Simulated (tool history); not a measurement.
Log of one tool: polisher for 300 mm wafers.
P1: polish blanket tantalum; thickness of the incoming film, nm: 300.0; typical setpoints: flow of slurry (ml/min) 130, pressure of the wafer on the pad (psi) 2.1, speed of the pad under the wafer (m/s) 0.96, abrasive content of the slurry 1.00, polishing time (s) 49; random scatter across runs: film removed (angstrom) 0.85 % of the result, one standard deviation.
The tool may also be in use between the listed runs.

| run | hour | flow of slurry (ml/min) | pressure of the wafer on the pad (psi) | speed of the pad under the wafer (m/s) | abrasive content of the slurry | polishing time (s) | wafers polished on this pad | hours since the slurry nozzle was cleaned | hours since the head pressure was calibrated | hours since the slurry blender was calibrated | film removed (angstrom) |
|---|---|---|---|---|---|---|---|---|---|---|---|
| 1 | 4.1 | 130 | 2.1 | 0.96 | 1.00 | 49 | 394 | 79.6 | 201.3 | 142.6 | 768.50 |
| 2 | 9.0 | 185 | 2.1 | 0.96 | 1.00 | 49 | 465 | 84.5 | 206.2 | 147.5 | 832.08 |
| 3 | 15.0 | 130 | 2.1 | 0.96 | 1.00 | 49 | 552 | 90.5 | 212.2 | 153.5 | 785.44 |
| 4 | 21.4 | 130 | 2.1 | 1.46 | 1.00 | 49 | 645 | 96.9 | 218.6 | 159.9 | 1181.90 |
| 5 | 28.7 | 130 | 2.1 | 0.96 | 1.00 | 49 | 751 | 104.2 | 225.9 | 167.2 | 777.61 |
| 6 | 32.7 | 130 | 2.1 | 0.96 | 1.00 | 49 | 810 | 108.2 | 229.9 | 171.2 | 784.16 |
| 7 | 40.4 | 130 | 2.1 | 0.96 | 1.00 | 34 | 922 | 115.9 | 237.6 | 178.9 | 545.91 |
| 8 | 45.5 | 130 | 1.0 | 0.96 | 1.00 | 49 | 996 | 121.0 | 242.7 | 184.0 | 371.00 |
| 9 | 50.6 | 80 | 2.1 | 0.96 | 1.00 | 49 | 1070 | 126.1 | 247.8 | 189.1 | 692.51 |
| 10 | 57.2 | 175 | 2.1 | 1.48 | 1.00 | 49 | 1166 | 132.7 | 254.4 | 195.7 | 1267.20 |
| 11 | 65.2 | 130 | 2.1 | 0.96 | 1.50 | 49 | 1282 | 140.7 | 262.4 | 203.7 | 873.57 |
| 12 | 70.9 | 130 | 2.1 | 0.96 | 1.00 | 77 | 1365 | 146.4 | 268.1 | 209.4 | 1249.30 |
| 13 | 76.2 | 130 | 1.0 | 1.30 | 1.00 | 49 | 1442 | 151.7 | 273.4 | 214.7 | 500.09 |
| 14 | 81.4 | 130 | 2.9 | 1.30 | 1.00 | 49 | 1518 | 156.9 | 278.6 | 219.9 | 1455.80 |
| 15 | 86.7 | 130 | 2.1 | 0.96 | 1.00 | 49 | 1595 | 162.2 | 283.9 | 225.2 | 783.88 |
| 16 | 93.1 | 130 | 2.1 | 0.96 | 1.00 | 49 | 1688 | 168.6 | 290.3 | 231.6 | 781.07 |
| 17 | 100.9 | 130 | 2.8 | 0.96 | 1.00 | 49 | 1801 | 176.4 | 298.1 | 239.4 | 1037.80 |
|  | 101.0 | slurry nozzle cleaned |
| 18 | 108.8 | 130 | 2.1 | 0.44 | 1.00 | 49 | 1916 | 7.8 | 306.0 | 247.3 | 363.21 |
| 19 | 115.7 | 130 | 2.1 | 0.96 | 0.75 | 49 | 2016 | 14.7 | 312.9 | 254.2 | 713.58 |
| 20 | 122.6 | 130 | 2.1 | 0.96 | 1.00 | 49 | 2116 | 21.6 | 319.8 | 261.1 | 787.54 |
| 21 | 127.2 | 130 | 2.1 | 0.96 | 1.00 | 49 | 2183 | 26.2 | 324.4 | 265.7 | 771.87 |
| 22 | 134.8 | 130 | 2.1 | 0.96 | 1.00 | 49 | 2294 | 33.8 | 332.0 | 273.3 | 746.38 |
| 23 | 143.0 | 130 | 2.1 | 0.96 | 1.00 | 49 | 2413 | 42.0 | 340.2 | 281.5 | 732.39 |
| 24 | 146.7 | 130 | 2.1 | 0.96 | 1.00 | 49 | 2467 | 45.7 | 343.9 | 285.2 | 727.38 |
|  | 149.2 | worn pad replaced by a new one |
|  | 150.5 | head pressure recalibrated |
| 25 | 150.7 | 130 | 2.1 | 0.96 | 1.00 | 49 | 23 | 49.7 | 0.2 | 289.2 | 727.87 |
| 26 | 158.0 | 130 | 2.1 | 0.96 | 1.00 | 49 | 129 | 57.0 | 7.5 | 296.5 | 720.46 |
| 27 | 164.8 | 130 | 2.1 | 0.96 | 1.00 | 49 | 228 | 63.8 | 14.3 | 303.3 | 723.65 |

Something has made what P1 gives creep away from where it was; the 2 causes below, each at its own stated size, fit the log equally well:
A: abrasive missing from the slurry, % = 21.9
B: slurry flow missing at the pad, % = 28.5
The creep began at about hour 122.6.
What rules out each remaining cause:
removal rate lost through wear of the pad, %: serviced at hour 149.2, after the drift had started, without restoring the earlier output
head's pressure below its setpoint, %: serviced at hour 150.5, after the drift had started, without restoring the earlier output

Of the 4 check runs below, each run on 5 wafers with the results averaged and each result still a question mark, which one would tell the listed causes apart?
| check 1 | 171.6 | 80 | 2.1 | 0.96 | 0.80 | 49 |  |  |  |  | ? |
| check 2 | 171.6 | 130 | 1.1 | 1.44 | 1.00 | 49 |  |  |  |  | ? |
| check 3 | 171.6 | 130 | 2.8 | 0.46 | 1.00 | 49 |  |  |  |  | ? |
| check 4 | 171.6 | 130 | 1.0 | 0.64 | 1.00 | 49 |  |  |  |  | ? |

Expected result of each check under each candidate cause:
| check | result | if A | if B |
|---|---|---|---|
| check 1 | film removed (angstrom) | 592.71 | 576.52 |
| check 2 | film removed (angstrom) | 569.38 | 569.34 |
| check 3 | film removed (angstrom) | 462.98 | 462.95 |
| check 4 | film removed (angstrom) | 230.05 | 230.04 |
How far apart the two closest causes lie, in the result that separates them most: check 1 2.77 %; check 2 0.01 %; check 3 0.01 %; check 4 0.01 %
Of the check runs offered, only check 1 discriminates between the causes; the rest would read about the same regardless of which cause applies.

With check 1 done, the readings were: film removed (angstrom) 594.35. Identify which of the listed causes applies.

A is the cause: abrasive missing from the slurry, %.
